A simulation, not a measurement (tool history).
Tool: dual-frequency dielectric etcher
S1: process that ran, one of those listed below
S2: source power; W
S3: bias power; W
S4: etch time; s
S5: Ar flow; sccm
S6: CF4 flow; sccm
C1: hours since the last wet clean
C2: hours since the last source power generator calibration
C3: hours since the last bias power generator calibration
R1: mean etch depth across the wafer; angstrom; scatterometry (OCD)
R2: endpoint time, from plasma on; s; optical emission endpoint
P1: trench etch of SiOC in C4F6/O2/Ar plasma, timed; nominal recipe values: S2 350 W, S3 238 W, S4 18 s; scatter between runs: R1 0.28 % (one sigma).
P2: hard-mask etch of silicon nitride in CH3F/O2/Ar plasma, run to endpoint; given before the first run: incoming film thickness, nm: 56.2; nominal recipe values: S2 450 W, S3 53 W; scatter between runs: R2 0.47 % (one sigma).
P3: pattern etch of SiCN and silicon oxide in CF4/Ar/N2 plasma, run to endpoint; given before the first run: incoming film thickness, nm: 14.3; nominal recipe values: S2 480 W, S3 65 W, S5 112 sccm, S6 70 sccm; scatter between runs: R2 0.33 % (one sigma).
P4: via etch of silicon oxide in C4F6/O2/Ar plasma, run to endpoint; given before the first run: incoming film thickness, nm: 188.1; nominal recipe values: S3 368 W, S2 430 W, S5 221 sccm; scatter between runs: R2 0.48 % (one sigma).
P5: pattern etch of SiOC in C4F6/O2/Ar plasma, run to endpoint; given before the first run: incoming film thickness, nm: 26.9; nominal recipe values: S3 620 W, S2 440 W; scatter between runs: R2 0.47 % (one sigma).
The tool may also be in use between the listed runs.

| run | hour | S1 | S2 | S3 | S4 | S5 | S6 | C1 | C2 | C3 | R1 | R2 |
|---|---|---|---|---|---|---|---|---|---|---|---|---|
| 1 | 4.6 | P1 | 350 | 238 | 18 |  |  | 142.4 | 3002 | 1578.5 | 381.19 |  |
| 2 | 7.2 | P1 | 350 | 238 | 10.5 |  |  | 145 | 3004.6 | 1581.1 | 221.56 |  |
| 3 | 10.1 | P3 | 320 | 65 |  | 112 | 70 | 147.9 | 3007.5 | 1584 |  | 23.322 |
| 4 | 12.5 | P4 | 430 | 368 |  | 221 |  | 150.3 | 3009.9 | 1586.4 |  | 45.619 |
| 5 | 14.9 | P1 | 470 | 238 | 18 |  |  | 152.7 | 3012.3 | 1588.8 | 427.21 |  |
| 6 | 17.3 | P4 | 430 | 368 |  | 221 |  | 155.1 | 3014.7 | 1591.2 |  | 45.84 |
| 7 | 19.9 | P3 | 480 | 65 |  | 112 | 83 | 157.7 | 3017.3 | 1593.8 |  | 15.791 |
| 8 | 22.2 | P3 | 480 | 65 |  | 152 | 70 | 160 | 3019.6 | 1596.1 |  | 17.114 |
| 9 | 27.5 | P2 | 450 | 53 |  |  |  | 165.3 | 3024.9 | 1601.4 |  | 89.45 |
| 10 | 31 | P5 | 280 | 620 |  |  |  | 168.8 | 3028.4 | 1604.9 |  | 9.1448 |
| 11 | 35.4 | P2 | 450 | 53 |  |  |  | 173.2 | 3032.8 | 1609.3 |  | 89.128 |
| 12 | 39.1 | P1 | 350 | 238 | 18 |  |  | 176.9 | 3036.5 | 1613 | 380.92 |  |
| 13 | 42.7 | P3 | 480 | 65 |  | 112 | 70 | 180.5 | 3040.1 | 1616.6 |  | 16.309 |
| 14 | 46.4 | P2 | 450 | 44 |  |  |  | 184.2 | 3043.8 | 1620.3 |  | 93.769 |
| 15 | 50.7 | P1 | 220 | 238 | 18 |  |  | 188.5 | 3048.1 | 1624.6 | 319.35 |  |
| 16 | 54.6 | P1 | 350 | 293 | 10 |  |  | 192.4 | 3052 | 1628.5 | 226.04 |  |
| 17 | 57.3 | P5 | 440 | 866 |  |  |  | 195.1 | 3054.7 | 1631.2 |  | 6.816 |
| 18 | 61.2 | P1 | 470 | 238 | 26 |  |  | 199 | 3058.6 | 1635.1 | 615.09 |  |
| 19 | 66.1 | P3 | 480 | 65 |  | 112 | 70 | 203.9 | 3063.5 | 1640 |  | 16.249 |
| 20 | 70.9 | P1 | 350 | 184 | 18 |  |  | 208.7 | 3068.3 | 1644.8 | 349.73 |  |
| 21 | 74.2 | P2 | 290 | 53 |  |  |  | 212 | 3071.6 | 1648.1 |  | 105.49 |
| 22 | 78.2 | P5 | 440 | 620 |  |  |  | 216 | 3075.6 | 1652.1 |  | 7.8583 |

The next listed run, before its measurement:
| 23 | 80.6 | P4 | 430 | 368 |  | 275 |  | 218.4 | 3078 | 1654.5 |  | ? |

{"run 23": {"R2": 46.695}}
